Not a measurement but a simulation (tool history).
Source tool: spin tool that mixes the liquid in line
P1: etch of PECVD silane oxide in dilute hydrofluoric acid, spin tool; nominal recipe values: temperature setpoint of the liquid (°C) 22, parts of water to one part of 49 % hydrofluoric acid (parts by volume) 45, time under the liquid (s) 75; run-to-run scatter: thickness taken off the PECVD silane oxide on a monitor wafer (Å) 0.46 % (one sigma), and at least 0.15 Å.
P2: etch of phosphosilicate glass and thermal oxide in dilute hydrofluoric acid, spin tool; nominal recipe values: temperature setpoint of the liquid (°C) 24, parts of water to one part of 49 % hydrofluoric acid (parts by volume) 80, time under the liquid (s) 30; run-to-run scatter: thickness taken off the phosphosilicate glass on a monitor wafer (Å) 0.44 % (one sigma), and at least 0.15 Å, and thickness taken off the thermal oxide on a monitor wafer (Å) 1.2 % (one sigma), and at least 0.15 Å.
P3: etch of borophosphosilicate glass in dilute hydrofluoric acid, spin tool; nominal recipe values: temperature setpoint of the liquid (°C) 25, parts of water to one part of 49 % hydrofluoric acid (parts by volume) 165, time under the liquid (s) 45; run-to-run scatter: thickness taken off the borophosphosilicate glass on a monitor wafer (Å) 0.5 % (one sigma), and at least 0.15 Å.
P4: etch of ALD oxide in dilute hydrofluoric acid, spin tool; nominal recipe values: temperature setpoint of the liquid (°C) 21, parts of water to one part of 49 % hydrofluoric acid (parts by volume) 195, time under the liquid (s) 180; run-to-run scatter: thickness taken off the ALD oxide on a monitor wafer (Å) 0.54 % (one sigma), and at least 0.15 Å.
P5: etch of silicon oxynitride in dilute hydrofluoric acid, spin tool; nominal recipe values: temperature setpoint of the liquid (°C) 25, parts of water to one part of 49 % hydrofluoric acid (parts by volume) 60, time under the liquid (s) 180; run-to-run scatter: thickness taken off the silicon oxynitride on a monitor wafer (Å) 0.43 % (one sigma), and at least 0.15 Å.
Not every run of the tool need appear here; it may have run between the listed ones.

run   hour  process that ran  temperature setpoint of the liquid (°C)  parts of water to one part of 49 % hydrofluoric acid (parts by volume)  time under the liquid (s)  hours since the thermometer was replaced  hours since the hydrofluoric acid flow meter was replaced  thickness taken off the PECVD silane oxide on a monitor wafer (Å)  thickness taken off the silicon oxynitride on a monitor wafer (Å)  thickness taken off the borophosphosilicate glass on a monitor wafer (Å)  thickness taken off the ALD oxide on a monitor wafer (Å)  thickness taken off the phosphosilicate glass on a monitor wafer (Å)  thickness taken off the thermal oxide on a monitor wafer (Å)
  1   14.2                P1                                       22                                                                      45                         75                                     205.4                                                     1457.8                                                             320.55
  2   32.3                P5                                     32.5                                                                      60                        180                                     223.5                                                     1475.9                                                                                                                                134.61
  3   49.5                P1                                       22                                                                      20                        110                                     240.7                                                     1493.1                                                             1081.2
  4     64                P3                                       25                                                                     165                         45                                     255.2                                                     1507.6                                                                                                                                                                                                          142.46
  5   75.2                P3                                       25                                                                     290                         45                                     266.4                                                     1518.8                                                                                                                                                                                                          70.498
  6   87.6                P3                                       25                                                                     165                         85                                     278.8                                                     1531.2                                                                                                                                                                                                          267.46
  7  104.4                P3                                     32.5                                                                     165                         45                                     295.6                                                       1548                                                                                                                                                                                                          184.19
  8  113.9                P1                                       22                                                                      80                         75                                     305.1                                                     1557.5                                                             172.05
  9  130.5                P5                                       25                                                                      60                         30                                     321.7                                                     1574.1                                                                                                                                15.768
 10  145.1                P4                                       21                                                                     195                        355                                     336.3                                                     1588.7                                                                                                                                                                                                                                                                    473.75
 11  157.6                P5                                       25                                                                      60                        180                                     348.8                                                     1601.2                                                                                                                                95.329
 12  168.7                P1                                       22                                                                      45                         75                                     359.9                                                     1612.3                                                             319.43
 13  179.9                P4                                       21                                                                     195                        180                                     371.1                                                     1623.5                                                                                                                                                                                                                                                                    239.08
 14  198.2                P3                                       25                                                                     165                         45                                     389.4                                                     1641.8                                                                                                                                                                                                          142.39
 15  211.8                P2                                     17.5                                                                      80                         30                                       403                                                     1655.4                                                                                                                                                                                                                                                                                                                                          210.55                                                        13.021
 16  225.9                P5                                       25                                                                      95                        180                                     417.1                                                     1669.5                                                                                                                                58.133
 17  242.4                P1                                       22                                                                      45                         15                                     433.6                                                       1686                                                             63.815
 18  260.7                P1                                       22                                                                      45                         75                                     451.9                                                     1704.3                                                             319.82
 19  272.2                P1                                       22                                                                      45                         75                                     463.4                                                     1715.8                                                             317.92
 20  290.4                P1                                       22                                                                      30                         75                                     481.6                                                       1734                                                                484
 21  304.8                P1                                     27.5                                                                      45                         75                                       496                                                     1748.4                                                             400.91
 22  315.1                P4                                       21                                                                      95                        180                                     506.3                                                     1758.7                                                                                                                                                                                                                                                                    547.72
 23  326.1                P1                                       17                                                                      45                         75                                     517.3                                                     1769.7                                                             256.22
 24  342.8                P1                                       22                                                                      45                         75                                       534                                                     1786.4                                                             319.97
 25  359.2                P4                                       21                                                                     195                        180                                     550.4                                                     1802.8                                                                                                                                                                                                                                                                    238.19
 26  368.8                P1                                       22                                                                      45                        120                                       560                                                     1812.4                                                             509.53
 27  385.7                P1                                       22                                                                      45                         75                                     576.9                                                     1829.3                                                             319.94
 28    397                P2                                       24                                                                      45                         30                                     588.2                                                     1840.6                                                                                                                                                                                                                                                                                                                                          513.13                                                        32.653
 29  414.9                P2                                       24                                                                      80                         30                                     606.1                                                     1858.5                                                                                                                                                                                                                                                                                                                                          275.38                                                        17.494
 30  426.5                P2                                       24                                                                      80                         60                                     617.7                                                     1870.1                                                                                                                                                                                                                                                                                                                                          550.64                                                        34.757
 31  434.8                P4                                       28                                                                     195                        180                                       626                                                     1878.4                                                                                                                                                                                                                                                                    308.91
 32  452.9                P1                                       22                                                                      45                         75                                     644.1                                                     1896.5                                                              316.9
 33  465.3                P1                                       22                                                                      45                         75                                     656.5                                                     1908.9                                                             311.57
 34  481.5                P1                                       22                                                                      45                         75                                     672.7                                                     1925.1                                                             304.24
 35  491.9                P1                                       22                                                                      45                         75                                     683.1                                                     1935.5                                                             302.58
 36  505.9                P1                                       22                                                                      45                         75                                     697.1                                                     1949.5                                                             297.37
 37  515.3                P1                                       22                                                                      45                         75                                     706.5                                                     1958.9                                                              296.5
 38  532.6                P1                                       22                                                                      45                         75                                     723.8                                                     1976.2                                                             299.23
 39  548.3                P1                                       22                                                                      45                         75                                     739.5                                                     1991.9                                                              296.6
 40  563.6                P1                                       22                                                                      45                         75                                     754.8                                                     2007.2                                                              295.1

The log shows P1 creeping away from where it was. Any of the 2 causes listed here, at the size stated for it, fits the log just as well as the others:
A: hydrofluoric acid flow below the setpoint (%) = 7.23
B: liquid colder than its thermometer reads (K) = 1.88
The creep began at about hour 452.9.

The check runs listed below each take one wafer, and their results are still question marks. Under which run would the listed causes lead to clearly different results?
check 1  578.9                P2                                     17.5                                                                      80                         30                                                                                                                                                                                                                                                                                                                                                                                                                                                    ?                                                             ?
check 2  578.9                P4                                       21                                                                     105                        350                                                                                                                                                                                                                                                                                                                                                                              ?
check 3  578.9                P3                                       32                                                                     285                         45                                                                                                                                                                                                                                                                                                                    ?
check 4  578.9                P5                                       28                                                                      60                        180                                                                                                                                                                                                                                          ?

What each check would give under each cause:
  check                                                                    result    if A    if B
check 1      thickness taken off the phosphosilicate glass on a monitor wafer (Å)   194.3  194.52
check 1              thickness taken off the thermal oxide on a monitor wafer (Å)   12.28  12.295
check 2                  thickness taken off the ALD oxide on a monitor wafer (Å)   874.3  880.72
check 3  thickness taken off the borophosphosilicate glass on a monitor wafer (Å)  82.422    85.8
check 4         thickness taken off the silicon oxynitride on a monitor wafer (Å)   101.1  100.17
Distance between the nearest two causes, measured in the result of the check that separates them most: check 1 0.12 %; check 2 0.73 %; check 3 4.02 %; check 4 0.93 %
Check 3 distinguishes between the causes, while the remaining checks would return nearly the same result for all of them.

The results of check 3 are: thickness taken off the borophosphosilicate glass on a monitor wafer (Å) 85.436. Based on these, which of the listed causes is it?

The correct cause is B, namely: liquid colder than its thermometer reads (K).
